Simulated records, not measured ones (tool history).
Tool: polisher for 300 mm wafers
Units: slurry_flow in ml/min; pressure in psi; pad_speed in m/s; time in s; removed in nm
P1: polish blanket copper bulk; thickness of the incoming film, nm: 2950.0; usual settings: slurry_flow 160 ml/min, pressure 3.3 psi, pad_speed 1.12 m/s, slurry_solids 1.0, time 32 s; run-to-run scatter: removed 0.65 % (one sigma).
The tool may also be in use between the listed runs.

run	hour	slurry_flow	pressure	pad_speed	slurry_solids	time	wafers polished on this pad	hours since the slurry nozzle was cleaned	hours since the head pressure was calibrated	hours since the slurry blender was calibrated	removed
1	5.1	160	3.3	1.12	1.0	32	741	95.1	601.5	94.2	456.64
2	12.1	225	3.3	1.12	1.0	32	827	102.1	608.5	101.2	483.72
3	18.4	160	3.3	1.12	1.0	32	905	108.4	614.8	107.5	462.19
4	23.6	160	3.3	1.12	0.6	32	969	113.6	620.0	112.7	406.17
5	30.6	160	4.8	1.12	1.0	32	1055	120.6	627.0	119.7	663.65
6	38.1	160	3.3	1.12	1.0	32	1148	128.1	634.5	127.2	460.84
7	43.9	160	3.3	1.12	1.4	32	1219	133.9	640.3	133.0	497.86
8	50.9	160	3.3	1.12	1.0	32	1305	140.9	647.3	140.0	464.74
9	56.9	160	1.5	1.12	1.0	32	1379	146.9	653.3	146.0	207.47
10	61.1	160	3.3	1.76	1.0	32	1431	151.1	657.5	150.2	722.81
11	66.0	160	3.3	1.12	1.0	20	1491	156.0	662.4	155.1	285.00
12	72.8	160	3.3	0.58	1.0	32	1575	162.8	669.2	161.9	237.98
13	79.9	95	3.3	1.12	1.0	32	1663	169.9	676.3	169.0	412.86
14	86.2	160	3.3	1.12	1.0	46	1740	176.2	682.6	175.3	658.24
15	92.8	160	3.3	0.64	1.0	22	1822	182.8	689.2	181.9	180.94
16	98.6	225	3.3	0.86	1.0	32	1893	188.6	695.0	187.7	369.94
17	102.0	160	3.3	1.12	1.0	32	1935	192.0	698.4	191.1	460.40
18	106.7	160	3.3	1.12	1.0	32	1993	196.7	703.1	195.8	454.76
19	113.5	160	3.3	1.12	1.0	32	2077	203.5	709.9	202.6	433.37
20	119.3	160	3.3	1.12	1.0	32	2148	209.3	715.7	208.4	427.05
# hour 121.8: worn pad replaced by a new one
21	123.6	160	3.3	1.12	1.0	32	23	213.6	720.0	212.7	420.17

The next listed run, before its measurement:
22	131.1	160	3.3	1.12	1.0	32	115	221.1	727.5	220.2	?

Run 22 gave removed 412.31 nm.
